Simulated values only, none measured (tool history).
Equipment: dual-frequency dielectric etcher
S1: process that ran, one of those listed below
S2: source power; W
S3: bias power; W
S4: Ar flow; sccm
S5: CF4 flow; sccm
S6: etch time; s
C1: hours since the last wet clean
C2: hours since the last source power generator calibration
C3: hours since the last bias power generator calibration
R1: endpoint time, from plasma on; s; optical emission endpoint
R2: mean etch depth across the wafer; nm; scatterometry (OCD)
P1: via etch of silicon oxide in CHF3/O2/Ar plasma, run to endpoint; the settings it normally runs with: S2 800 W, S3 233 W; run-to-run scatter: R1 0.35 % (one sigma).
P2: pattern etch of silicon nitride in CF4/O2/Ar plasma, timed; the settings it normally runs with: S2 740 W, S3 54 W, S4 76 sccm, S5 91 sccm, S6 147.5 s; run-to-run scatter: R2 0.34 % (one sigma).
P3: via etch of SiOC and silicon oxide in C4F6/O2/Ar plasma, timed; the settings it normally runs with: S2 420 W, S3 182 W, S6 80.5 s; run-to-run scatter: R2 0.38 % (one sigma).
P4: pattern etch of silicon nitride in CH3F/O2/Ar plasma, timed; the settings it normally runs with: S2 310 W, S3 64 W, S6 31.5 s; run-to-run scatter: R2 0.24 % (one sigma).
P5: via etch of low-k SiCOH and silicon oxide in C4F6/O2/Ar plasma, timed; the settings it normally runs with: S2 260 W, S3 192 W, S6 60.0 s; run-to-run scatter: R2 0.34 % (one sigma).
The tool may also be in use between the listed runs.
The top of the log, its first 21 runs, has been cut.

{"run": 22, "hour": 268.1, "S1": "P3", "S2": 420, "S3": 182, "S6": 80.5, "C1": 31.1, "C2": 3274.3, "C3": 131.0, "R2": 92.141}
{"run": 23, "hour": 282.2, "S1": "P5", "S2": 260, "S3": 192, "S6": 35.5, "C1": 45.2, "C2": 3288.4, "C3": 145.1, "R2": 79.91}
{"run": 24, "hour": 291.9, "S1": "P2", "S2": 740, "S3": 54, "S4": 48, "S5": 91, "S6": 147.5, "C1": 54.9, "C2": 3298.1, "C3": 154.8, "R2": 438.49}
{"run": 25, "hour": 300.0, "S1": "P4", "S2": 310, "S3": 85, "S6": 31.5, "C1": 63.0, "C2": 3306.2, "C3": 162.9, "R2": 21.347}
{"run": 26, "hour": 308.1, "S1": "P2", "S2": 990, "S3": 54, "S4": 76, "S5": 91, "S6": 147.5, "C1": 71.1, "C2": 3314.3, "C3": 171.0, "R2": 539.08}
{"run": 27, "hour": 323.9, "S1": "P1", "S2": 670, "S3": 312, "C1": 86.9, "C2": 3330.1, "C3": 186.8, "R1": 283.08}
{"run": 28, "hour": 331.9, "S1": "P5", "S2": 260, "S3": 192, "S6": 60.0, "C1": 94.9, "C2": 3338.1, "C3": 194.8, "R2": 134.84}
{"run": 29, "hour": 340.6, "S1": "P3", "S2": 420, "S3": 182, "S6": 80.5, "C1": 103.6, "C2": 3346.8, "C3": 203.5, "R2": 92.373}
{"run": 30, "hour": 354.1, "S1": "P3", "S2": 420, "S3": 182, "S6": 98.0, "C1": 117.1, "C2": 3360.3, "C3": 217.0, "R2": 112.61}
{"run": 31, "hour": 362.0, "S1": "P5", "S2": 260, "S3": 192, "S6": 60.0, "C1": 125.0, "C2": 3368.2, "C3": 224.9, "R2": 135.06}
{"run": 32, "hour": 374.6, "S1": "P4", "S2": 180, "S3": 64, "S6": 31.5, "C1": 137.6, "C2": 3380.8, "C3": 237.5, "R2": 15.723}
{"run": 33, "hour": 387.2, "S1": "P1", "S2": 800, "S3": 233, "C1": 150.2, "C2": 3393.4, "C3": 250.1, "R1": 293.96}
{"run": 34, "hour": 398.5, "S1": "P1", "S2": 800, "S3": 233, "C1": 161.5, "C2": 3404.7, "C3": 261.4, "R1": 296.19}
{"run": 35, "hour": 407.1, "S1": "P1", "S2": 800, "S3": 233, "C1": 170.1, "C2": 3413.3, "C3": 270.0, "R1": 296.62}
{"run": 36, "hour": 422.3, "S1": "P1", "S2": 800, "S3": 233, "C1": 185.3, "C2": 3428.5, "C3": 285.2, "R1": 297.07}
{"run": 37, "hour": 435.5, "S1": "P1", "S2": 800, "S3": 233, "C1": 198.5, "C2": 3441.7, "C3": 298.4, "R1": 296.72}
{"run": 38, "hour": 447.5, "S1": "P1", "S2": 800, "S3": 233, "C1": 210.5, "C2": 3453.7, "C3": 310.4, "R1": 299.25}

What does the tool deliver on the next run?
{"run": 39, "hour": 464.5, "S1": "P1", "S2": 800, "S3": 233, "C1": 227.5, "C2": 3470.7, "C3": 327.4, "R1": "?"}

Run 39 came out at R1 299.50 s.
